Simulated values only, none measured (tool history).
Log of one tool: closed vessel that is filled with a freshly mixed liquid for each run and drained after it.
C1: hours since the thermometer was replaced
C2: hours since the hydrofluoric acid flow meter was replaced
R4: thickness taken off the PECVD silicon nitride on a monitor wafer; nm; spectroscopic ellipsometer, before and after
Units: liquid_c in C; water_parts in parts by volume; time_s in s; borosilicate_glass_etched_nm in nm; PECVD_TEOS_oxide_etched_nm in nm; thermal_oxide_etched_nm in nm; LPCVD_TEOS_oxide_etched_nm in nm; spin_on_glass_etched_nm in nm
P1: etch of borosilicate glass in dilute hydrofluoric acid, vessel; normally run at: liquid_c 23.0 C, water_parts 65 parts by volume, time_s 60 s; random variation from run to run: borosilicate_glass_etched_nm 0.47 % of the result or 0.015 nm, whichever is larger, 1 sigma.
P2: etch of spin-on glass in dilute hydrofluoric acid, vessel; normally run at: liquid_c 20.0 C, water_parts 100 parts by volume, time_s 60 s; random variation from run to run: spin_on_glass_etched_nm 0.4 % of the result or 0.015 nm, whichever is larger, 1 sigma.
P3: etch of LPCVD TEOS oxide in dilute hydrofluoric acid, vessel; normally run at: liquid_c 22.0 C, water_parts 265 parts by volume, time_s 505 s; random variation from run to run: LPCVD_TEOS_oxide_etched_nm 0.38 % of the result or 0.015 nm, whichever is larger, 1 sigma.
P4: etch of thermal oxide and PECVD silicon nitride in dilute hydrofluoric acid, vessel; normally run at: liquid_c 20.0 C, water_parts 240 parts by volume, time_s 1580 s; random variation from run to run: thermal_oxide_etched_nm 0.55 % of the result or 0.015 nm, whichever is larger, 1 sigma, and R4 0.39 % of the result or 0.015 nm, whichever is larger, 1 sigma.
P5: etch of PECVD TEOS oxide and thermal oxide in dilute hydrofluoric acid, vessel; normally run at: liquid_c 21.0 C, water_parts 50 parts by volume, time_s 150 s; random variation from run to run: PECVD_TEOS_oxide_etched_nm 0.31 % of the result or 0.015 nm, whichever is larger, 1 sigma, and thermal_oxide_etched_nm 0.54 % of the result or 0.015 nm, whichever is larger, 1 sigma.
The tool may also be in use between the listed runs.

run 1 hour=3.2 | process=P1 liquid_c=23.0 water_parts=65 time_s=60 | C1=431.8 C2=379.0 | borosilicate_glass_etched_nm=30.425
run 2 hour=5.9 | process=P1 liquid_c=23.0 water_parts=25 time_s=60 | C1=434.5 C2=381.7 | borosilicate_glass_etched_nm=83.090
run 3 hour=8.3 | process=P5 liquid_c=21.0 water_parts=20 time_s=150 | C1=436.9 C2=384.1 | PECVD_TEOS_oxide_etched_nm=88.595 thermal_oxide_etched_nm=36.2980
run 4 hour=11.9 | process=P4 liquid_c=20.0 water_parts=240 time_s=1580 | C1=440.5 C2=387.7 | thermal_oxide_etched_nm=23.1580 R4=18.4890
run 5 hour=14.2 | process=P3 liquid_c=22.0 water_parts=265 time_s=505 | C1=442.8 C2=390.0 | LPCVD_TEOS_oxide_etched_nm=43.476
run 6 hour=16.9 | process=P1 liquid_c=28.5 water_parts=65 time_s=60 | C1=445.5 C2=392.7 | borosilicate_glass_etched_nm=37.774
run 7 hour=19.9 | process=P4 liquid_c=20.0 water_parts=85 time_s=1580 | C1=448.5 C2=395.7 | thermal_oxide_etched_nm=76.4860 R4=51.2980
run 8 hour=23.3 | process=P1 liquid_c=23.0 water_parts=65 time_s=60 | C1=451.9 C2=399.1 | borosilicate_glass_etched_nm=30.471
run 9 hour=27.0 | process=P2 liquid_c=20.0 water_parts=185 time_s=60 | C1=455.6 C2=402.8 | spin_on_glass_etched_nm=6.9887
run 10 hour=29.5 | process=P1 liquid_c=23.0 water_parts=65 time_s=60 | C1=458.1 C2=405.3 | borosilicate_glass_etched_nm=30.241
-- hour=30.5 hydrofluoric acid flow meter replaced
run 11 hour=32.9 | process=P1 liquid_c=28.0 water_parts=65 time_s=30 | C1=461.5 C2=2.5 | borosilicate_glass_etched_nm=18.436
run 12 hour=35.2 | process=P4 liquid_c=20.0 water_parts=240 time_s=565 | C1=463.8 C2=4.8 | thermal_oxide_etched_nm=8.2148 R4=6.6207
run 13 hour=37.6 | process=P4 liquid_c=17.0 water_parts=240 time_s=1580 | C1=466.2 C2=7.2 | thermal_oxide_etched_nm=20.7130 R4=15.1840
run 14 hour=41.5 | process=P1 liquid_c=23.0 water_parts=65 time_s=95 | C1=470.1 C2=11.1 | borosilicate_glass_etched_nm=48.254
run 15 hour=44.3 | process=P2 liquid_c=20.0 water_parts=100 time_s=30 | C1=472.9 C2=13.9 | spin_on_glass_etched_nm=7.0501
run 16 hour=46.8 | process=P1 liquid_c=23.0 water_parts=65 time_s=60 | C1=475.4 C2=16.4 | borosilicate_glass_etched_nm=30.503
run 17 hour=49.4 | process=P3 liquid_c=22.0 water_parts=265 time_s=505 | C1=478.0 C2=19.0 | LPCVD_TEOS_oxide_etched_nm=43.648
run 18 hour=52.9 | process=P5 liquid_c=21.0 water_parts=50 time_s=150 | C1=481.5 C2=22.5 | PECVD_TEOS_oxide_etched_nm=34.292 thermal_oxide_etched_nm=14.0000
run 19 hour=56.0 | process=P5 liquid_c=26.5 water_parts=50 time_s=150 | C1=484.6 C2=25.6 | PECVD_TEOS_oxide_etched_nm=43.019 thermal_oxide_etched_nm=17.3430
run 20 hour=58.7 | process=P1 liquid_c=23.0 water_parts=65 time_s=30 | C1=487.3 C2=28.3 | borosilicate_glass_etched_nm=15.322
run 21 hour=62.5 | process=P3 liquid_c=22.0 water_parts=60 time_s=505 | C1=491.1 C2=32.1 | LPCVD_TEOS_oxide_etched_nm=240.750
run 22 hour=65.6 | process=P5 liquid_c=21.0 water_parts=50 time_s=70 | C1=494.2 C2=35.2 | PECVD_TEOS_oxide_etched_nm=16.085 thermal_oxide_etched_nm=6.5034
run 23 hour=68.0 | process=P3 liquid_c=30.0 water_parts=265 time_s=505 | C1=496.6 C2=37.6 | LPCVD_TEOS_oxide_etched_nm=57.244
run 24 hour=72.2 | process=P1 liquid_c=23.0 water_parts=90 time_s=30 | C1=500.8 C2=41.8 | borosilicate_glass_etched_nm=10.578
run 25 hour=76.7 | process=P2 liquid_c=20.0 water_parts=100 time_s=60 | C1=505.3 C2=46.3 | spin_on_glass_etched_nm=14.0760
run 26 hour=79.0 | process=P3 liquid_c=22.0 water_parts=265 time_s=275 | C1=507.6 C2=48.6 | LPCVD_TEOS_oxide_etched_nm=23.831
run 27 hour=82.0 | process=P1 liquid_c=19.5 water_parts=65 time_s=60 | C1=510.6 C2=51.6 | borosilicate_glass_etched_nm=26.102
run 28 hour=86.5 | process=P2 liquid_c=17.0 water_parts=100 time_s=60 | C1=515.1 C2=56.1 | spin_on_glass_etched_nm=12.4450
run 29 hour=89.6 | process=P4 liquid_c=20.0 water_parts=240 time_s=1580 | C1=518.2 C2=59.2 | thermal_oxide_etched_nm=22.9310 R4=18.5480
run 30 hour=92.7 | process=P1 liquid_c=28.0 water_parts=30 time_s=60 | C1=521.3 C2=62.3 | borosilicate_glass_etched_nm=84.452
run 31 hour=96.7 | process=P1 liquid_c=23.0 water_parts=100 time_s=60 | C1=525.3 C2=66.3 | borosilicate_glass_etched_nm=18.755
run 32 hour=100.1 | process=P1 liquid_c=23.0 water_parts=65 time_s=60 | C1=528.7 C2=69.7 | borosilicate_glass_etched_nm=30.390
run 33 hour=102.8 | process=P1 liquid_c=23.0 water_parts=65 time_s=60 | C1=531.4 C2=72.4 | borosilicate_glass_etched_nm=29.820
run 34 hour=106.5 | process=P1 liquid_c=23.0 water_parts=65 time_s=60 | C1=535.1 C2=76.1 | borosilicate_glass_etched_nm=29.569
run 35 hour=110.9 | process=P1 liquid_c=23.0 water_parts=65 time_s=60 | C1=539.5 C2=80.5 | borosilicate_glass_etched_nm=29.051
run 36 hour=113.2 | process=P1 liquid_c=23.0 water_parts=65 time_s=60 | C1=541.8 C2=82.8 | borosilicate_glass_etched_nm=28.839
run 37 hour=116.9 | process=P1 liquid_c=23.0 water_parts=65 time_s=60 | C1=545.5 C2=86.5 | borosilicate_glass_etched_nm=28.914
run 38 hour=121.0 | process=P1 liquid_c=23.0 water_parts=65 time_s=60 | C1=549.6 C2=90.6 | borosilicate_glass_etched_nm=28.853
run 39 hour=123.7 | process=P1 liquid_c=23.0 water_parts=65 time_s=60 | C1=552.3 C2=93.3 | borosilicate_glass_etched_nm=28.561
run 40 hour=127.7 | process=P1 liquid_c=23.0 water_parts=65 time_s=60 | C1=556.3 C2=97.3 | borosilicate_glass_etched_nm=28.532
run 41 hour=131.1 | process=P1 liquid_c=23.0 water_parts=65 time_s=60 | C1=559.7 C2=100.7 | borosilicate_glass_etched_nm=28.663
run 42 hour=135.3 | process=P1 liquid_c=23.0 water_parts=65 time_s=60 | C1=563.9 C2=104.9 | borosilicate_glass_etched_nm=28.356
run 43 hour=137.6 | process=P1 liquid_c=23.0 water_parts=65 time_s=60 | C1=566.2 C2=107.2 | borosilicate_glass_etched_nm=28.793

What P1 gives has crept away from where it was. These 2 causes fit the log equally well, each at the size given:
A: liquid colder than its thermometer reads (K) = 1.45
B: hydrofluoric acid flow below the setpoint (%) = 5.37
The creep began at about hour 100.1.

4 check runs are offered, one wafer each, their results left as question marks. Which one tells the causes apart?
run check 1 hour=139.9 | process=P2 liquid_c=17.0 water_parts=150 time_s=60 | spin_on_glass_etched_nm=?
run check 2 hour=139.9 | process=P4 liquid_c=17.0 water_parts=95 time_s=1580 | thermal_oxide_etched_nm=? R4=?
run check 3 hour=139.9 | process=P5 liquid_c=21.0 water_parts=20 time_s=150 | PECVD_TEOS_oxide_etched_nm=? thermal_oxide_etched_nm=?
run check 4 hour=139.9 | process=P3 liquid_c=28.5 water_parts=95 time_s=505 | LPCVD_TEOS_oxide_etched_nm=?

What each check would give under each cause:
check=check_1 result=spin_on_glass_etched_nm if_A=7.4462 if_B=7.4200
check=check_2 result=thermal_oxide_etched_nm if_A=56.3270 if_B=56.3800
check=check_2 result=R4 if_A=33.5610 if_B=35.2270
check=check_3 result=PECVD_TEOS_oxide_etched_nm if_A=83.725 if_B=84.272
check=check_3 result=thermal_oxide_etched_nm if_A=33.8640 if_B=34.0850
check=check_4 result=LPCVD_TEOS_oxide_etched_nm if_A=177.810 if_B=176.600
How far apart the two closest causes lie, in the result that separates them most: check 1 0.35 %; check 2 4.85 %; check 3 0.65 %; check 4 0.68 %
Only check 2 tells the causes apart: in the others they would give nearly the same result.

Check 2 was then run and gave: thermal_oxide_etched_nm 56.3050 nm; R4 33.6630 nm. Which cause is it?

It is A: liquid colder than its thermometer reads (K).
